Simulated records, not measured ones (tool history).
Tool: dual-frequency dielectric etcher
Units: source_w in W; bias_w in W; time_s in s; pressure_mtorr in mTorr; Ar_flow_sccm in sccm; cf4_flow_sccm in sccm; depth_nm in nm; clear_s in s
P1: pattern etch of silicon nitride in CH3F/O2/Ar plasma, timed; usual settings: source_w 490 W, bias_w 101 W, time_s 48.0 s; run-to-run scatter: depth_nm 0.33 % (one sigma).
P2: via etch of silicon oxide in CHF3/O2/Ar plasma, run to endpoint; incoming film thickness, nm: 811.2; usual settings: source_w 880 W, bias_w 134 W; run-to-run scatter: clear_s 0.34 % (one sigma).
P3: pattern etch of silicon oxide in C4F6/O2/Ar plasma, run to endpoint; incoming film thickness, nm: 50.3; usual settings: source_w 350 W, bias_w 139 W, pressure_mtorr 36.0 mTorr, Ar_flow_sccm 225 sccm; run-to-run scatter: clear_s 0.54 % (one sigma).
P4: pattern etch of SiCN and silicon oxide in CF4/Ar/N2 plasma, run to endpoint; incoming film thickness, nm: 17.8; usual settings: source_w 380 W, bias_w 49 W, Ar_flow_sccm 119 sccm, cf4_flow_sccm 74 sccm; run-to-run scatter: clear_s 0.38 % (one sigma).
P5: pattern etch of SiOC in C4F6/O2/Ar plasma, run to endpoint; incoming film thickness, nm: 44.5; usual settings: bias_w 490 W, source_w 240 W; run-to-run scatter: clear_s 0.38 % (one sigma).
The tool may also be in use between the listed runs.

| run | day | process | source_w | bias_w | time_s | pressure_mtorr | Ar_flow_sccm | cf4_flow_sccm | depth_nm | clear_s |
|---|---|---|---|---|---|---|---|---|---|---|
| 1 | 0.204 | P1 | 490 | 101 | 48.0 |  |  |  | 41.902 |  |
| 2 | 0.612 | P3 | 480 | 139 |  | 36.0 | 225 |  |  | 15.912 |
| 3 | 0.862 | P4 | 380 | 49 |  |  | 151 | 74 |  | 28.651 |
| 4 | 1.071 | P5 | 240 | 490 |  |  |  |  |  | 18.196 |
| 5 | 1.271 | P2 | 880 | 134 |  |  |  |  |  | 378.830 |
| 6 | 1.538 | P1 | 490 | 69 | 48.0 |  |  |  | 36.709 |  |
| 7 | 1.796 | P1 | 490 | 101 | 48.0 |  |  |  | 41.766 |  |
| 8 | 1.992 | P1 | 490 | 101 | 48.0 |  |  |  | 41.784 |  |
| 9 | 2.342 | P1 | 490 | 101 | 59.5 |  |  |  | 52.442 |  |
| 10 | 2.546 | P3 | 350 | 139 |  | 36.0 | 225 |  |  | 18.059 |
| 11 | 2.942 | P5 | 320 | 490 |  |  |  |  |  | 16.305 |
| 12 | 3.288 | P1 | 600 | 101 | 27.5 |  |  |  | 25.982 |  |
| 13 | 3.517 | P1 | 490 | 101 | 48.0 |  |  |  | 41.870 |  |
| 14 | 3.721 | P1 | 490 | 101 | 26.5 |  |  |  | 23.169 |  |
|  | 3.767 | bias power generator calibrated |
| 15 | 4.046 | P3 | 350 | 180 |  | 36.0 | 225 |  |  | 16.640 |
| 16 | 4.279 | P3 | 350 | 139 |  | 36.0 | 225 |  |  | 17.851 |
| 17 | 4.558 | P3 | 350 | 139 |  | 44.5 | 225 |  |  | 18.527 |
| 18 | 4.946 | P1 | 490 | 101 | 48.0 |  |  |  | 41.759 |  |
| 19 | 5.212 | P4 | 380 | 49 |  |  | 119 | 74 |  | 27.428 |
| 20 | 5.483 | P1 | 680 | 101 | 48.0 |  |  |  | 47.459 |  |
| 21 | 5.725 | P5 | 240 | 291 |  |  |  |  |  | 21.948 |

The next listed run, before its measurement:
| 22 | 6.096 | P2 | 880 | 134 |  |  |  |  |  | ? |

{"run 22": {"clear_s": 377.19}}

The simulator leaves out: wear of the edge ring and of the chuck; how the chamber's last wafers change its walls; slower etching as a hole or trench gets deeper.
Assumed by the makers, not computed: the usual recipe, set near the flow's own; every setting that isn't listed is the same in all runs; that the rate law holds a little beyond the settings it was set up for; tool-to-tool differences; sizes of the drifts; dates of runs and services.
